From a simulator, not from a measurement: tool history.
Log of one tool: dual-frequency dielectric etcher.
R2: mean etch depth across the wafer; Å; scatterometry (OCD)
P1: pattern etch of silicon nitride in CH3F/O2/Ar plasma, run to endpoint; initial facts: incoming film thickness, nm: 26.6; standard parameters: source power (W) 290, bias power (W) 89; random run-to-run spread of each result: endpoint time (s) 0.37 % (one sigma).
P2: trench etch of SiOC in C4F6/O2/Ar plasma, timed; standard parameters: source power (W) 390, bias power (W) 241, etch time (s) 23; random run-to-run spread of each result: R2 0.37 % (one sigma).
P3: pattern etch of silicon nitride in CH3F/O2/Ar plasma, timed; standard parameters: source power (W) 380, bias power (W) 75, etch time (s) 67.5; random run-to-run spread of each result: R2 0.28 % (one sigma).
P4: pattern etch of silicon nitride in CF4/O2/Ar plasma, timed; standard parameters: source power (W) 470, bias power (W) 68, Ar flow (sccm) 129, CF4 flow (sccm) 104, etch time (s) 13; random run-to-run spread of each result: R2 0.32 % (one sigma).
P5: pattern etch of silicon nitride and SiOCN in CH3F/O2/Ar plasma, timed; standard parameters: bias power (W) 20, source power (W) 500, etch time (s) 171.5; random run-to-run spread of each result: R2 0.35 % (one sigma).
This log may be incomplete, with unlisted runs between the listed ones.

run 1 hour=11 | process_that_ran=P1 source_power_(W)=290 bias_power_(W)=89 | endpoint_time_(s)=38.98
run 2 hour=19.6 | process_that_ran=P1 source_power_(W)=190 bias_power_(W)=89 | endpoint_time_(s)=45.553
run 3 hour=33.1 | process_that_ran=P3 source_power_(W)=380 bias_power_(W)=75 etch_time_(s)=67.5 | R2=465.59
run 4 hour=39.9 | process_that_ran=P4 source_power_(W)=470 bias_power_(W)=68 etch_time_(s)=13 Ar_flow_(sccm)=129 CF4_flow_(sccm)=62 | R2=239.3
run 5 hour=52.7 | process_that_ran=P1 source_power_(W)=290 bias_power_(W)=89 | endpoint_time_(s)=39.02
run 6 hour=61.2 | process_that_ran=P1 source_power_(W)=400 bias_power_(W)=110 | endpoint_time_(s)=31.949
run 7 hour=68.7 | process_that_ran=P3 source_power_(W)=290 bias_power_(W)=75 etch_time_(s)=67.5 | R2=421.74
run 8 hour=77.3 | process_that_ran=P1 source_power_(W)=380 bias_power_(W)=110 | endpoint_time_(s)=32.584
run 9 hour=87.5 | process_that_ran=P2 source_power_(W)=390 bias_power_(W)=241 etch_time_(s)=16.5 | R2=370.72
run 10 hour=96.7 | process_that_ran=P3 source_power_(W)=380 bias_power_(W)=75 etch_time_(s)=97 | R2=669.31
run 11 hour=103.5 | process_that_ran=P4 source_power_(W)=470 bias_power_(W)=68 etch_time_(s)=13 Ar_flow_(sccm)=183 CF4_flow_(sccm)=104 | R2=244.43
run 12 hour=113 | process_that_ran=P1 source_power_(W)=290 bias_power_(W)=66 | endpoint_time_(s)=43.368
run 13 hour=122.7 | process_that_ran=P1 source_power_(W)=290 bias_power_(W)=108 | endpoint_time_(s)=36.197
run 14 hour=129 | process_that_ran=P1 source_power_(W)=290 bias_power_(W)=89 | endpoint_time_(s)=38.867
run 15 hour=139.7 | process_that_ran=P4 source_power_(W)=470 bias_power_(W)=43 etch_time_(s)=13 Ar_flow_(sccm)=129 CF4_flow_(sccm)=104 | R2=214.29
run 16 hour=151.8 | process_that_ran=P2 source_power_(W)=470 bias_power_(W)=241 etch_time_(s)=23 | R2=556.43
run 17 hour=158.8 | process_that_ran=P2 source_power_(W)=390 bias_power_(W)=241 etch_time_(s)=23 | R2=516.42
run 18 hour=170.2 | process_that_ran=P4 source_power_(W)=320 bias_power_(W)=68 etch_time_(s)=13 Ar_flow_(sccm)=129 CF4_flow_(sccm)=104 | R2=183.91
run 19 hour=181.6 | process_that_ran=P4 source_power_(W)=470 bias_power_(W)=68 etch_time_(s)=13 Ar_flow_(sccm)=129 CF4_flow_(sccm)=104 | R2=256.08
run 20 hour=189.9 | process_that_ran=P4 source_power_(W)=470 bias_power_(W)=68 etch_time_(s)=13 Ar_flow_(sccm)=129 CF4_flow_(sccm)=104 | R2=255.57
run 21 hour=196 | process_that_ran=P5 source_power_(W)=500 bias_power_(W)=20 etch_time_(s)=106 | R2=144.63
run 22 hour=202.8 | process_that_ran=P5 source_power_(W)=500 bias_power_(W)=26 etch_time_(s)=171.5 | R2=261.37
run 23 hour=209.1 | process_that_ran=P1 source_power_(W)=290 bias_power_(W)=89 | endpoint_time_(s)=38.669
run 24 hour=221.7 | process_that_ran=P2 source_power_(W)=390 bias_power_(W)=161 etch_time_(s)=23 | R2=452.11
run 25 hour=233.7 | process_that_ran=P1 source_power_(W)=290 bias_power_(W)=89 | endpoint_time_(s)=38.796
run 26 hour=241.5 | process_that_ran=P3 source_power_(W)=380 bias_power_(W)=95 etch_time_(s)=67.5 | R2=505.87
run 27 hour=253 | process_that_ran=P5 source_power_(W)=390 bias_power_(W)=20 etch_time_(s)=171.5 | R2=215.26
run 28 hour=260.5 | process_that_ran=P4 source_power_(W)=470 bias_power_(W)=68 etch_time_(s)=7 Ar_flow_(sccm)=129 CF4_flow_(sccm)=104 | R2=137.91
run 29 hour=271.7 | process_that_ran=P1 source_power_(W)=350 bias_power_(W)=89 | endpoint_time_(s)=36.318
run 30 hour=282.6 | process_that_ran=P3 source_power_(W)=380 bias_power_(W)=75 etch_time_(s)=67.5 | R2=464.39
run 31 hour=291 | process_that_ran=P5 source_power_(W)=500 bias_power_(W)=20 etch_time_(s)=171.5 | R2=233.38
run 32 hour=302.8 | process_that_ran=P1 source_power_(W)=200 bias_power_(W)=74 | endpoint_time_(s)=47.661
run 33 hour=310.6 | process_that_ran=P1 source_power_(W)=290 bias_power_(W)=89 | endpoint_time_(s)=38.728
run 34 hour=319.3 | process_that_ran=P1 source_power_(W)=290 bias_power_(W)=89 | endpoint_time_(s)=39.31
run 35 hour=326.8 | process_that_ran=P1 source_power_(W)=290 bias_power_(W)=89 | endpoint_time_(s)=39.329
run 36 hour=335.9 | process_that_ran=P1 source_power_(W)=290 bias_power_(W)=89 | endpoint_time_(s)=39.287
run 37 hour=342.7 | process_that_ran=P1 source_power_(W)=290 bias_power_(W)=89 | endpoint_time_(s)=39.574
run 38 hour=356.4 | process_that_ran=P1 source_power_(W)=290 bias_power_(W)=89 | endpoint_time_(s)=39.627
-- hour=361.4 wet clean of the chamber
run 39 hour=367.6 | process_that_ran=P1 source_power_(W)=290 bias_power_(W)=89 | endpoint_time_(s)=39.519
run 40 hour=377.2 | process_that_ran=P1 source_power_(W)=290 bias_power_(W)=89 | endpoint_time_(s)=39.747
run 41 hour=388 | process_that_ran=P1 source_power_(W)=290 bias_power_(W)=89 | endpoint_time_(s)=39.598
run 42 hour=398.1 | process_that_ran=P1 source_power_(W)=290 bias_power_(W)=89 | endpoint_time_(s)=39.818
run 43 hour=407.3 | process_that_ran=P1 source_power_(W)=290 bias_power_(W)=89 | endpoint_time_(s)=39.678
run 44 hour=420.6 | process_that_ran=P1 source_power_(W)=290 bias_power_(W)=89 | endpoint_time_(s)=39.632

The output of P1 has drifted from where it used to be. Each of the 2 causes below, taken at the size shown beside it, accounts for the log equally well:
A: source power that arrives under what is set, % = 4.83
B: bias power that arrives under what is set, % = 4.92
Creep in the process output first set in at about hour 310.6.
Each remaining cause and why it is not a fit:
chamber walls in a state that lowers the etch rate, %: serviced at hour 361.4, which brought nothing back

Which of the 4 check runs listed below, each an average over 2 wafers with its results shown as question marks, gives clearly different results under the different listed causes?
run check 1 hour=433.9 | process_that_ran=P4 source_power_(W)=470 bias_power_(W)=68 etch_time_(s)=13 Ar_flow_(sccm)=129 CF4_flow_(sccm)=104 | R2=?
run check 2 hour=433.9 | process_that_ran=P3 source_power_(W)=380 bias_power_(W)=75 etch_time_(s)=67.5 | R2=?
run check 3 hour=433.9 | process_that_ran=P5 source_power_(W)=500 bias_power_(W)=20 etch_time_(s)=171.5 | R2=?
run check 4 hour=433.9 | process_that_ran=P2 source_power_(W)=390 bias_power_(W)=241 etch_time_(s)=23 | R2=?

What every check run would give for each of its results, assuming each possible cause in turn:
check=check_1 result=R2 if_A=245.14 if_B=250.63
check=check_2 result=R2 if_A=457 if_B=457.58
check=check_3 result=R2 if_A=229.35 if_B=228.43
check=check_4 result=R2 if_A=506.83 if_B=507.86
Gap, in per cent, between the two causes that each check separates least, read from the result that separates them most: check 1 2.21 %; check 2 0.13 %; check 3 0.4 %; check 4 0.2 %
Only check 1 tells the causes apart: in the others they would give nearly the same result.

With check 1 done, the readings were: R2 250.18 Å. Identify which of the listed causes applies.

Of the candidate causes, it is B: bias power that arrives under what is set, %.
